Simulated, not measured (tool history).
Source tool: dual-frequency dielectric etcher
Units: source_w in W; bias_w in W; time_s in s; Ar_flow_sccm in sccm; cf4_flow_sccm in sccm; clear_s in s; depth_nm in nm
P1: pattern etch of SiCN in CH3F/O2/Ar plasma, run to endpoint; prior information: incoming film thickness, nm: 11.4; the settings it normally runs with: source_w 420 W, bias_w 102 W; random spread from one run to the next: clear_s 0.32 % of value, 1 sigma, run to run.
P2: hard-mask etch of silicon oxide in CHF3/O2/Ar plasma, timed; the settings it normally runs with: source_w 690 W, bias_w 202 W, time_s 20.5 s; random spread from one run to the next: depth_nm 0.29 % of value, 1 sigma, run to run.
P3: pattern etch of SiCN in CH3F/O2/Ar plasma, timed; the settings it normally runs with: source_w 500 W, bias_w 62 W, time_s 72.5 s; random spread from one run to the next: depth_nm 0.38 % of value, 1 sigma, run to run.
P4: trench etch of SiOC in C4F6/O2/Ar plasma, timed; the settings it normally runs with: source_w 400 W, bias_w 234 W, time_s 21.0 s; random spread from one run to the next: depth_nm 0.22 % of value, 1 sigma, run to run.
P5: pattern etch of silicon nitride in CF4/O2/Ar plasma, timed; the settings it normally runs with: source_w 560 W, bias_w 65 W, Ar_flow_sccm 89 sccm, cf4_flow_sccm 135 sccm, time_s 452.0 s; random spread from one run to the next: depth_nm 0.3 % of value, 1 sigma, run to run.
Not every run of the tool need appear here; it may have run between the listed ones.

run 1 hour=10.2 | process=P1 source_w=420 bias_w=102 | clear_s=26.718
run 2 hour=17.7 | process=P1 source_w=590 bias_w=102 | clear_s=23.677
run 3 hour=28.5 | process=P2 source_w=440 bias_w=202 time_s=20.5 | depth_nm=39.379
run 4 hour=35.3 | process=P1 source_w=420 bias_w=143 | clear_s=23.530
run 5 hour=46.3 | process=P1 source_w=360 bias_w=77 | clear_s=31.470
run 6 hour=52.1 | process=P3 source_w=630 bias_w=62 time_s=72.5 | depth_nm=31.589
run 7 hour=57.6 | process=P3 source_w=500 bias_w=62 time_s=72.5 | depth_nm=29.244
run 8 hour=63.4 | process=P3 source_w=500 bias_w=36 time_s=72.5 | depth_nm=24.472
run 9 hour=70.1 | process=P5 source_w=560 bias_w=65 time_s=452.0 Ar_flow_sccm=89 cf4_flow_sccm=135 | depth_nm=1099.400
run 10 hour=76.5 | process=P1 source_w=290 bias_w=134 | clear_s=27.576
-- hour=76.6 source power generator calibrated
run 11 hour=82.3 | process=P5 source_w=560 bias_w=65 time_s=452.0 Ar_flow_sccm=65 cf4_flow_sccm=135 | depth_nm=1129.800
-- hour=90.0 bias power generator calibrated
run 12 hour=90.6 | process=P5 source_w=560 bias_w=65 time_s=452.0 Ar_flow_sccm=89 cf4_flow_sccm=178 | depth_nm=1120.200
run 13 hour=98.5 | process=P1 source_w=420 bias_w=83 | clear_s=28.745
run 14 hour=109.9 | process=P1 source_w=420 bias_w=102 | clear_s=26.808
run 15 hour=120.6 | process=P1 source_w=420 bias_w=102 | clear_s=26.635
run 16 hour=131.5 | process=P1 source_w=420 bias_w=102 | clear_s=26.824
run 17 hour=139.6 | process=P4 source_w=290 bias_w=234 time_s=21.0 | depth_nm=42.277
run 18 hour=145.3 | process=P2 source_w=690 bias_w=202 time_s=16.0 | depth_nm=36.357
run 19 hour=153.9 | process=P2 source_w=690 bias_w=202 time_s=20.5 | depth_nm=46.389
run 20 hour=159.5 | process=P1 source_w=320 bias_w=102 | clear_s=29.398
run 21 hour=169.0 | process=P3 source_w=500 bias_w=62 time_s=72.5 | depth_nm=29.253
run 22 hour=175.4 | process=P4 source_w=400 bias_w=188 time_s=21.0 | depth_nm=44.426
run 23 hour=185.3 | process=P5 source_w=350 bias_w=65 time_s=452.0 Ar_flow_sccm=89 cf4_flow_sccm=135 | depth_nm=738.190
run 24 hour=196.2 | process=P1 source_w=420 bias_w=102 | clear_s=26.653
run 25 hour=203.0 | process=P5 source_w=560 bias_w=65 time_s=269.5 Ar_flow_sccm=89 cf4_flow_sccm=135 | depth_nm=658.070
run 26 hour=213.1 | process=P1 source_w=340 bias_w=134 | clear_s=25.976
run 27 hour=219.7 | process=P3 source_w=500 bias_w=62 time_s=106.5 | depth_nm=42.717
run 28 hour=226.7 | process=P5 source_w=560 bias_w=65 time_s=452.0 Ar_flow_sccm=89 cf4_flow_sccm=135 | depth_nm=1106.200
run 29 hour=236.4 | process=P1 source_w=420 bias_w=102 | clear_s=26.585
run 30 hour=245.9 | process=P2 source_w=690 bias_w=150 time_s=20.5 | depth_nm=42.126
run 31 hour=253.7 | process=P5 source_w=560 bias_w=85 time_s=452.0 Ar_flow_sccm=89 cf4_flow_sccm=135 | depth_nm=1222.800
run 32 hour=264.0 | process=P1 source_w=420 bias_w=102 | clear_s=26.741
run 33 hour=271.4 | process=P4 source_w=400 bias_w=234 time_s=30.5 | depth_nm=69.561
run 34 hour=280.4 | process=P4 source_w=400 bias_w=234 time_s=21.0 | depth_nm=47.827
run 35 hour=288.3 | process=P1 source_w=420 bias_w=102 | clear_s=26.695
run 36 hour=296.8 | process=P1 source_w=420 bias_w=102 | clear_s=26.532
run 37 hour=302.7 | process=P1 source_w=420 bias_w=102 | clear_s=26.569
run 38 hour=308.7 | process=P1 source_w=420 bias_w=102 | clear_s=26.372
-- hour=314.6 wet clean of the chamber
run 39 hour=314.7 | process=P1 source_w=420 bias_w=102 | clear_s=26.277
run 40 hour=322.2 | process=P1 source_w=420 bias_w=102 | clear_s=26.344
run 41 hour=331.1 | process=P1 source_w=420 bias_w=102 | clear_s=26.420
run 42 hour=341.3 | process=P1 source_w=420 bias_w=102 | clear_s=26.433

P1 no longer gives what it gave before; its output has crept away from where it was. The following 2 causes, each at its listed size, fit the log equally well:
A: bias power that arrives over what is set, % = 4.34
B: source power that arrives over what is set, % = 4.46
The creep began at about hour 288.3.
The rest of the possible causes, and what rules out each one:
chamber walls in a state that raises the etch rate, %: serviced at hour 314.6, after the drift had started, without restoring the earlier output

The check runs listed below each take one wafer, and their results are still question marks. Under which run would the listed causes lead to clearly different results?
run check 1 hour=351.5 | process=P5 source_w=560 bias_w=65 time_s=452.0 Ar_flow_sccm=67 cf4_flow_sccm=135 | depth_nm=?
run check 2 hour=351.5 | process=P3 source_w=500 bias_w=39 time_s=92.5 | depth_nm=?
run check 3 hour=351.5 | process=P2 source_w=470 bias_w=202 time_s=20.5 | depth_nm=?
run check 4 hour=351.5 | process=P4 source_w=300 bias_w=234 time_s=21.0 | depth_nm=?

How each check would come out, cause by cause:
check=check_1 result=depth_nm if_A=1146.000 if_B=1172.200
check=check_2 result=depth_nm if_A=32.460 if_B=32.614
check=check_3 result=depth_nm if_A=40.843 if_B=40.909
check=check_4 result=depth_nm if_A=43.464 if_B=43.557
Distance between the nearest two causes, measured in the result of the check that separates them most: check 1 2.26 %; check 2 0.47 %; check 3 0.16 %; check 4 0.21 %
Of the check runs offered, only check 1 discriminates between the causes; the rest would read about the same regardless of which cause applies.

After running check 1, the following was obtained: depth_nm 1146.000 nm. Which cause does this point to?

It was cause A: bias power that arrives over what is set, %.

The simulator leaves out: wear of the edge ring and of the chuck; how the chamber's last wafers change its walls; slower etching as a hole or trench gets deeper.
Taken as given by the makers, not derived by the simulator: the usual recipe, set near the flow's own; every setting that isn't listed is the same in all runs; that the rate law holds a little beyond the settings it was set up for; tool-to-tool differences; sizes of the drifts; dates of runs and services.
